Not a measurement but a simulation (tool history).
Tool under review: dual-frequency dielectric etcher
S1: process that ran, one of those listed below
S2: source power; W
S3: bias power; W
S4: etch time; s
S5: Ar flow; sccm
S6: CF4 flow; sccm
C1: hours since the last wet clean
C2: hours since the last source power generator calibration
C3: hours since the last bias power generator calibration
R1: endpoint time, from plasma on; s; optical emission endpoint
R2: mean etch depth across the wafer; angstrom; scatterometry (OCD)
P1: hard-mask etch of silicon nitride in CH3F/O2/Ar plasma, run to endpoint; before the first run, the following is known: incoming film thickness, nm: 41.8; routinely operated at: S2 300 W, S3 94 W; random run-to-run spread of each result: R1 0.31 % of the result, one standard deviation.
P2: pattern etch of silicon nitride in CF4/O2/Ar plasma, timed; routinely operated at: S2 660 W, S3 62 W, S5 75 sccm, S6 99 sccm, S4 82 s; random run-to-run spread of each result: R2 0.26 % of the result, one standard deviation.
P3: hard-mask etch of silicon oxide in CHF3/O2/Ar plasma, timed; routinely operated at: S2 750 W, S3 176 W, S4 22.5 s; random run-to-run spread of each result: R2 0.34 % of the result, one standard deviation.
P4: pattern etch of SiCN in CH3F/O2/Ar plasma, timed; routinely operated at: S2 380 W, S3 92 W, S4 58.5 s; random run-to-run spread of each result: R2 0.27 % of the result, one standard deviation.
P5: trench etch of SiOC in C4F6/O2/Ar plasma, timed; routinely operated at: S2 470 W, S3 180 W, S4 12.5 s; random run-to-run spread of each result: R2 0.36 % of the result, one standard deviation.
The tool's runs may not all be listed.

run 1 hour=4.2 | S1=P1 S2=300 S3=94 | C1=284.2 C2=1025.7 C3=3343.7 | R1=62.52
run 2 hour=7.5 | S1=P1 S2=300 S3=94 | C1=287.5 C2=1029 C3=3347 | R1=62.199
run 3 hour=11.7 | S1=P4 S2=380 S3=122 S4=58.5 | C1=291.7 C2=1033.2 C3=3351.2 | R2=260.81
run 4 hour=17.8 | S1=P5 S2=470 S3=108 S4=12.5 | C1=297.8 C2=1039.3 C3=3357.3 | R2=241.71
run 5 hour=23 | S1=P4 S2=380 S3=92 S4=58.5 | C1=303 C2=1044.5 C3=3362.5 | R2=233.27
run 6 hour=25.9 | S1=P2 S2=660 S3=62 S4=82 S5=75 S6=99 | C1=305.9 C2=1047.4 C3=3365.4 | R2=2201.6
run 7 hour=31.5 | S1=P1 S2=300 S3=94 | C1=311.5 C2=1053 C3=3371 | R1=62.176
run 8 hour=34.6 | S1=P3 S2=750 S3=176 S4=22.5 | C1=314.6 C2=1056.1 C3=3374.1 | R2=486.65
run 9 hour=38.4 | S1=P5 S2=470 S3=180 S4=12.5 | C1=318.4 C2=1059.9 C3=3377.9 | R2=280.75
run 10 hour=44.1 | S1=P4 S2=380 S3=92 S4=42.5 | C1=324.1 C2=1065.6 C3=3383.6 | R2=168.91
run 11 hour=49.1 | S1=P1 S2=300 S3=94 | C1=329.1 C2=1070.6 C3=3388.6 | R1=62.15
run 12 hour=54.7 | S1=P3 S2=1060 S3=176 S4=22.5 | C1=334.7 C2=1076.2 C3=3394.2 | R2=553.86
run 13 hour=60.6 | S1=P2 S2=800 S3=62 S4=82 S5=75 S6=99 | C1=340.6 C2=1082.1 C3=3400.1 | R2=2613.2
run 14 hour=66.8 | S1=P1 S2=300 S3=94 | C1=346.8 C2=1088.3 C3=3406.3 | R1=62.166
run 15 hour=73.2 | S1=P3 S2=750 S3=176 S4=22.5 | C1=353.2 C2=1094.7 C3=3412.7 | R2=485.22
run 16 hour=76.3 | S1=P4 S2=520 S3=92 S4=58.5 | C1=356.3 C2=1097.8 C3=3415.8 | R2=261.95
run 17 hour=81.9 | S1=P2 S2=660 S3=62 S4=82 S5=75 S6=99 | C1=361.9 C2=1103.4 C3=3421.4 | R2=2204.8
run 18 hour=86.5 | S1=P2 S2=660 S3=62 S4=82 S5=75 S6=135 | C1=366.5 C2=1108 C3=3426 | R2=2272.5
run 19 hour=91.2 | S1=P3 S2=750 S3=176 S4=12.5 | C1=371.2 C2=1112.7 C3=3430.7 | R2=268.2
run 20 hour=96.5 | S1=P1 S2=300 S3=113 | C1=376.5 C2=1118 C3=3436 | R1=57.884
run 21 hour=103 | S1=P1 S2=300 S3=94 | C1=383 C2=1124.5 C3=3442.5 | R1=62.247
run 22 hour=106.5 | S1=P1 S2=230 S3=59 | C1=386.5 C2=1128 C3=3446 | R1=81.306
run 23 hour=112.4 | S1=P5 S2=570 S3=180 S4=12.5 | C1=392.4 C2=1133.9 C3=3451.9 | R2=302.09
run 24 hour=115.5 | S1=P1 S2=180 S3=94 | C1=395.5 C2=1137 C3=3455 | R1=74.838
run 25 hour=121.9 | S1=P3 S2=750 S3=109 S4=22.5 | C1=401.9 C2=1143.4 C3=3461.4 | R2=419.39
run 26 hour=124.8 | S1=P4 S2=380 S3=92 S4=58.5 | C1=404.8 C2=1146.3 C3=3464.3 | R2=233.28
run 27 hour=129 | S1=P1 S2=420 S3=94 | C1=409 C2=1150.5 C3=3468.5 | R1=54.786
run 28 hour=133.7 | S1=P1 S2=300 S3=63 | C1=413.7 C2=1155.2 C3=3473.2 | R1=71.888
run 29 hour=137.9 | S1=P1 S2=410 S3=60 | C1=417.9 C2=1159.4 C3=3477.4 | R1=64.242
run 30 hour=144.4 | S1=P2 S2=660 S3=82 S4=82 S5=75 S6=99 | C1=424.4 C2=1165.9 C3=3483.9 | R2=2445.3
run 31 hour=149 | S1=P1 S2=420 S3=129 | C1=429 C2=1170.5 C3=3488.5 | R1=48.798
run 32 hour=155 | S1=P2 S2=660 S3=62 S4=116 S5=75 S6=99 | C1=435 C2=1176.5 C3=3494.5 | R2=3123.7
run 33 hour=158.4 | S1=P2 S2=660 S3=62 S4=82 S5=47 S6=99 | C1=438.4 C2=1179.9 C3=3497.9 | R2=2303.9
run 34 hour=163.4 | S1=P5 S2=470 S3=180 S4=16 | C1=443.4 C2=1184.9 C3=3502.9 | R2=358.31
run 35 hour=166.5 | S1=P1 S2=300 S3=94 | C1=446.5 C2=1188 C3=3506 | R1=62.034
run 36 hour=172.1 | S1=P1 S2=300 S3=94 | C1=452.1 C2=1193.6 C3=3511.6 | R1=62.55
run 37 hour=175.9 | S1=P1 S2=300 S3=94 | C1=455.9 C2=1197.4 C3=3515.4 | R1=63.011
run 38 hour=180.2 | S1=P1 S2=300 S3=94 | C1=460.2 C2=1201.7 C3=3519.7 | R1=62.835
run 39 hour=185.7 | S1=P1 S2=300 S3=94 | C1=465.7 C2=1207.2 C3=3525.2 | R1=63.096
-- hour=188.1 wet clean of the chamber
run 40 hour=192.2 | S1=P1 S2=300 S3=94 | C1=4.1 C2=1213.7 C3=3531.7 | R1=62.921
run 41 hour=198.5 | S1=P1 S2=300 S3=94 | C1=10.4 C2=1220 C3=3538 | R1=63.417
run 42 hour=201.5 | S1=P1 S2=300 S3=94 | C1=13.4 C2=1223 C3=3541 | R1=63.282

Forecast run 43:
run 43 hour=206.8 | S1=P1 S2=300 S3=94 | C1=18.7 C2=1228.3 C3=3546.3 | R1=?

Run 43 measured R1 63.283 s.

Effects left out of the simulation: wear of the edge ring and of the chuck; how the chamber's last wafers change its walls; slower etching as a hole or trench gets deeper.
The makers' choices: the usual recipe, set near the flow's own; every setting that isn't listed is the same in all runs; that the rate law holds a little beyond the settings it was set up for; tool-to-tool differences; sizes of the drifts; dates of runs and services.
